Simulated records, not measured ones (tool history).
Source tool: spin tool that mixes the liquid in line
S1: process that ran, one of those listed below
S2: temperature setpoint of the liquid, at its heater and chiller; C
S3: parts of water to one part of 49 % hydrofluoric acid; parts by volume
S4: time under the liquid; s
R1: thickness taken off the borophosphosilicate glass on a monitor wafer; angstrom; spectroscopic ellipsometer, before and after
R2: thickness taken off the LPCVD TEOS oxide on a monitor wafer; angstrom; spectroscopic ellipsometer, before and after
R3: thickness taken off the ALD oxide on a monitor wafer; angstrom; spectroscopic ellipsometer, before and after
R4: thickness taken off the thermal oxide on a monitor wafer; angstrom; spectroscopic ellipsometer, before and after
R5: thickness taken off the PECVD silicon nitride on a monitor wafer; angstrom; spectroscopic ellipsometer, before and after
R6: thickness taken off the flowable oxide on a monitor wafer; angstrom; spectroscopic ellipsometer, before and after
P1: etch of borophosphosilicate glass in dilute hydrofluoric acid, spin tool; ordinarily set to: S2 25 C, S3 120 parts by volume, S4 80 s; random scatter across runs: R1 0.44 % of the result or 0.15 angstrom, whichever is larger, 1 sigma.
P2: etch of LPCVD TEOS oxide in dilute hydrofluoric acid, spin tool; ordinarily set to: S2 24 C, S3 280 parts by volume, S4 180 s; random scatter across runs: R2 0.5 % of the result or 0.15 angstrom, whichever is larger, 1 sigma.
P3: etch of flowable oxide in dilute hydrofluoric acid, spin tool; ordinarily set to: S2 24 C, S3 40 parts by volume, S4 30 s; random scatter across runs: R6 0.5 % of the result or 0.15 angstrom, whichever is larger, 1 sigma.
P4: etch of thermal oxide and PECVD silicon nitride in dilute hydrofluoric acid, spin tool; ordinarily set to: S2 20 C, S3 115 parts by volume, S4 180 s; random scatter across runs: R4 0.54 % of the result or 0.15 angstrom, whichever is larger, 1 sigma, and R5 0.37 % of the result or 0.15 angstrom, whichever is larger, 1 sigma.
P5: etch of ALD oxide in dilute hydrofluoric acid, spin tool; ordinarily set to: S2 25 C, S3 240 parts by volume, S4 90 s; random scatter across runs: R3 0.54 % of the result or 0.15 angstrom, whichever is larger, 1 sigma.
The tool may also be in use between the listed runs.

run 1 hour=4.1 | S1=P1 S2=25 S3=120 S4=80 | R1=277.47
run 2 hour=11.6 | S1=P2 S2=24 S3=280 S4=180 | R2=110.33
run 3 hour=19.5 | S1=P2 S2=18.5 S3=280 S4=180 | R2=89.957
run 4 hour=26.4 | S1=P1 S2=29 S3=40 S4=80 | R1=1100.8
run 5 hour=33.6 | S1=P1 S2=25 S3=120 S4=80 | R1=282.01
run 6 hour=38.9 | S1=P1 S2=25 S3=120 S4=80 | R1=279.12
run 7 hour=44.2 | S1=P5 S2=25 S3=240 S4=90 | R3=97.239
run 8 hour=48.2 | S1=P4 S2=20 S3=30 S4=180 | R4=247.91 R5=250.58
run 9 hour=56 | S1=P1 S2=25 S3=120 S4=80 | R1=279.15
run 10 hour=60.6 | S1=P3 S2=24 S3=75 S4=30 | R6=128.8
run 11 hour=68.2 | S1=P1 S2=25 S3=175 S4=80 | R1=179.92
run 12 hour=73.9 | S1=P1 S2=25 S3=65 S4=80 | R1=553.6
run 13 hour=79.1 | S1=P1 S2=25 S3=120 S4=80 | R1=276.94
run 14 hour=83.4 | S1=P3 S2=24 S3=40 S4=15 | R6=126.03
run 15 hour=88.4 | S1=P5 S2=25 S3=50 S4=90 | R3=587.35
run 16 hour=93.8 | S1=P5 S2=25 S3=240 S4=160 | R3=172.98
run 17 hour=99.5 | S1=P5 S2=25 S3=240 S4=90 | R3=96.877
run 18 hour=106.5 | S1=P1 S2=17.5 S3=120 S4=145 | R1=374.83
run 19 hour=111.9 | S1=P3 S2=19 S3=40 S4=30 | R6=205.33
run 20 hour=117.7 | S1=P4 S2=20 S3=115 S4=180 | R4=59.146 R5=68.636
run 21 hour=122.9 | S1=P5 S2=17 S3=240 S4=90 | R3=71.441
run 22 hour=130.9 | S1=P1 S2=25 S3=120 S4=15 | R1=52.296
run 23 hour=135.5 | S1=P1 S2=29.5 S3=120 S4=80 | R1=331.73
run 24 hour=140.4 | S1=P1 S2=30 S3=40 S4=80 | R1=1137
run 25 hour=144.3 | S1=P2 S2=24 S3=280 S4=355 | R2=216.99
run 26 hour=148.5 | S1=P4 S2=20 S3=115 S4=15 | R4=5.0207 R5=5.8892
run 27 hour=153.3 | S1=P1 S2=25 S3=120 S4=125 | R1=434.37
run 28 hour=159.1 | S1=P2 S2=24 S3=80 S4=180 | R2=482.65
run 29 hour=165.6 | S1=P1 S2=19 S3=120 S4=80 | R1=221.07
run 30 hour=173.8 | S1=P4 S2=17 S3=115 S4=180 | R4=52.262 R5=55.278
run 31 hour=181.8 | S1=P3 S2=24 S3=40 S4=30 | R6=253.84
run 32 hour=189.3 | S1=P1 S2=25 S3=120 S4=80 | R1=280.75
run 33 hour=194.5 | S1=P1 S2=25 S3=120 S4=80 | R1=280.45
run 34 hour=202 | S1=P1 S2=25 S3=120 S4=80 | R1=272.01
run 35 hour=208.4 | S1=P1 S2=25 S3=120 S4=80 | R1=268.91
run 36 hour=214.9 | S1=P1 S2=25 S3=120 S4=80 | R1=266.94
run 37 hour=219 | S1=P1 S2=25 S3=120 S4=80 | R1=267.39
run 38 hour=224.8 | S1=P1 S2=25 S3=120 S4=80 | R1=266.3
run 39 hour=230.9 | S1=P1 S2=25 S3=120 S4=80 | R1=262.31
run 40 hour=238.1 | S1=P1 S2=25 S3=120 S4=80 | R1=264.3
run 41 hour=244.5 | S1=P1 S2=25 S3=120 S4=80 | R1=264.08
run 42 hour=251.1 | S1=P1 S2=25 S3=120 S4=80 | R1=263.31
run 43 hour=258.5 | S1=P1 S2=25 S3=120 S4=80 | R1=263.9
run 44 hour=264.9 | S1=P1 S2=25 S3=120 S4=80 | R1=261.72

P1 no longer gives what it gave before; its output has crept away from where it was. The following 2 causes, each at its listed size, fit the log equally well:
A: hydrofluoric acid flow below the setpoint (%) = 5.24
B: liquid colder than its thermometer reads (K) = 1.59
The drift started at roughly hour 194.5.

Below are 4 check runs, each on a single wafer, with their results shown as question marks. Which of them would tell the listed causes apart, meaning the causes would give clearly different results under it?
run check 1 hour=271.3 | S1=P3 S2=24 S3=70 S4=30 | R6=?
run check 2 hour=271.3 | S1=P4 S2=20 S3=75 S4=75 | R4=? R5=?
run check 3 hour=271.3 | S1=P2 S2=19 S3=280 S4=180 | R2=?
run check 4 hour=271.3 | S1=P5 S2=17.5 S3=240 S4=145 | R3=?

If the cause were each of the candidates in turn, the checks would give the following:
check=check_1 result=R6 if_A=131.42 if_B=130.63
check=check_2 result=R4 if_A=36.966 if_B=36.665
check=check_2 result=R5 if_A=41.01 if_B=38.72
check=check_3 result=R2 if_A=86.166 if_B=86.815
check=check_4 result=R3 if_A=110.77 if_B=111.13
Distance between the nearest two causes, measured in the result of the check that separates them most: check 1 0.61 %; check 2 5.75 %; check 3 0.75 %; check 4 0.33 %
The other checks would show nearly matching results whichever cause is true, so check 2 is the only one that separates the causes.

Check 2 was then run and gave: R4 36.581 angstrom; R5 41.426 angstrom. Which cause is it?

It is A: hydrofluoric acid flow below the setpoint (%).
